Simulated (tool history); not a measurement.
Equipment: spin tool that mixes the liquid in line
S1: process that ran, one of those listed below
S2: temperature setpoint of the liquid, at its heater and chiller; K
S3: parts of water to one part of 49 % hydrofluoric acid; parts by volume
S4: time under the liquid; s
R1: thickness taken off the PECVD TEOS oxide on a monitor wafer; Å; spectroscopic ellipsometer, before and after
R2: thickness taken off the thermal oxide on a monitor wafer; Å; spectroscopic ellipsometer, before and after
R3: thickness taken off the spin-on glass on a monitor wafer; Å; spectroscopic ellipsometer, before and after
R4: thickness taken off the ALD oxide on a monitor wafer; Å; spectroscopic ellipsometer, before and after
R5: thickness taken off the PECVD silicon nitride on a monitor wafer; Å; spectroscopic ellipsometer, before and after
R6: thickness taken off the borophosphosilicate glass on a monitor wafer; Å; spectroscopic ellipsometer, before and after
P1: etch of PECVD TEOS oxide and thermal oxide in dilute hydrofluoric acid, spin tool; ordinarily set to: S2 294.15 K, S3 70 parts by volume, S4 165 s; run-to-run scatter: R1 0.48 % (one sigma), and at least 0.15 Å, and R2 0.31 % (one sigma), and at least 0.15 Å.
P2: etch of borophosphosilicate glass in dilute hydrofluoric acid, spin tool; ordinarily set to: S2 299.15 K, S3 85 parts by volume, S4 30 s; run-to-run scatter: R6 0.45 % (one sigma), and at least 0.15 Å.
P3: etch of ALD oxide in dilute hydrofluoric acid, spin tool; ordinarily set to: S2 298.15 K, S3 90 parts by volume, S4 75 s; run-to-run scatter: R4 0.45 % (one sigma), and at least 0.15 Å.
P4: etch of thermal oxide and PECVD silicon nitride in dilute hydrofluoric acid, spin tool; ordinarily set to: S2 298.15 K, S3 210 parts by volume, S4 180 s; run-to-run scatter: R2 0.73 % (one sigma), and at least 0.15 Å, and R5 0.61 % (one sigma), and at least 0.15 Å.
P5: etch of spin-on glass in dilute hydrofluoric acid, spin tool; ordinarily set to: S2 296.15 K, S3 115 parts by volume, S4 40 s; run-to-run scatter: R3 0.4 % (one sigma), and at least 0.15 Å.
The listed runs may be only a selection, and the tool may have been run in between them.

| run | hour | S1 | S2 | S3 | S4 | R1 | R2 | R3 | R4 | R5 | R6 |
|---|---|---|---|---|---|---|---|---|---|---|---|
| 1 | 8.9 | P1 | 294.15 | 70 | 165 | 188.820 | 98.243 |  |  |  |  |
| 2 | 17.4 | P1 | 294.15 | 30 | 165 | 465.480 | 237.890 |  |  |  |  |
| 3 | 25.3 | P5 | 296.15 | 115 | 80 |  |  | 239.530 |  |  |  |
| 4 | 37.7 | P3 | 292.15 | 90 | 75 |  |  |  | 79.848 |  |  |
| 5 | 46.9 | P5 | 290.65 | 115 | 40 |  |  | 96.378 |  |  |  |
| 6 | 52.7 | P4 | 291.65 | 210 | 180 |  | 29.891 |  |  | 34.619 |  |
| 7 | 64.1 | P1 | 301.15 | 70 | 165 | 250.210 | 129.960 |  |  |  |  |
| 8 | 75.6 | P1 | 298.15 | 70 | 45 | 60.705 | 31.644 |  |  |  |  |
| 9 | 81.4 | P1 | 294.15 | 70 | 165 | 189.720 | 97.107 |  |  |  |  |
| 10 | 92.5 | P4 | 298.15 | 210 | 360 |  | 77.737 |  |  | 103.920 |  |
| 11 | 104.4 | P2 | 291.65 | 85 | 30 |  |  |  |  |  | 253.03 |
| 12 | 110.4 | P2 | 299.15 | 85 | 50 |  |  |  |  |  | 571.79 |
| 13 | 121.6 | P3 | 298.15 | 90 | 75 |  |  |  | 103.490 |  |  |
| 14 | 133.0 | P1 | 294.15 | 70 | 165 | 188.900 | 97.533 |  |  |  |  |
| 15 | 139.6 | P3 | 298.15 | 90 | 125 |  |  |  | 171.070 |  |  |
| 16 | 149.4 | P5 | 296.15 | 175 | 40 |  |  | 74.123 |  |  |  |
| 17 | 158.1 | P4 | 298.15 | 210 | 180 |  | 38.926 |  |  | 51.757 |  |
| 18 | 165.1 | P5 | 296.15 | 115 | 40 |  |  | 119.740 |  |  |  |
| 19 | 177.0 | P2 | 299.15 | 85 | 30 |  |  |  |  |  | 343.34 |
| 20 | 185.5 | P1 | 294.15 | 110 | 325 | 228.490 | 116.100 |  |  |  |  |
| 21 | 195.5 | P1 | 294.15 | 70 | 165 | 189.310 | 97.486 |  |  |  |  |
| 22 | 205.6 | P1 | 294.15 | 100 | 165 | 128.210 | 65.780 |  |  |  |  |
| 23 | 215.4 | P2 | 299.15 | 135 | 30 |  |  |  |  |  | 201.16 |
| 24 | 227.0 | P4 | 298.15 | 60 | 180 |  | 161.510 |  |  | 178.030 |  |
| 25 | 232.9 | P3 | 298.15 | 20 | 75 |  |  |  | 512.830 |  |  |
| 26 | 245.3 | P4 | 298.15 | 210 | 180 |  | 38.811 |  |  | 51.896 |  |
| 27 | 251.3 | P1 | 294.15 | 70 | 165 | 190.310 | 97.253 |  |  |  |  |
| 28 | 261.4 | P1 | 294.15 | 70 | 85 | 97.852 | 50.489 |  |  |  |  |
| 29 | 268.6 | P1 | 290.15 | 70 | 165 | 160.450 | 82.107 |  |  |  |  |
| 30 | 280.2 | P5 | 296.15 | 115 | 40 |  |  | 119.560 |  |  |  |

For run 31, what comes out?
| 31 | 289.2 | P1 | 294.15 | 70 | 275 | ? | ? |  |  |  |  |

Run 31 measured R1 316.700 Å, R2 162.580 Å.
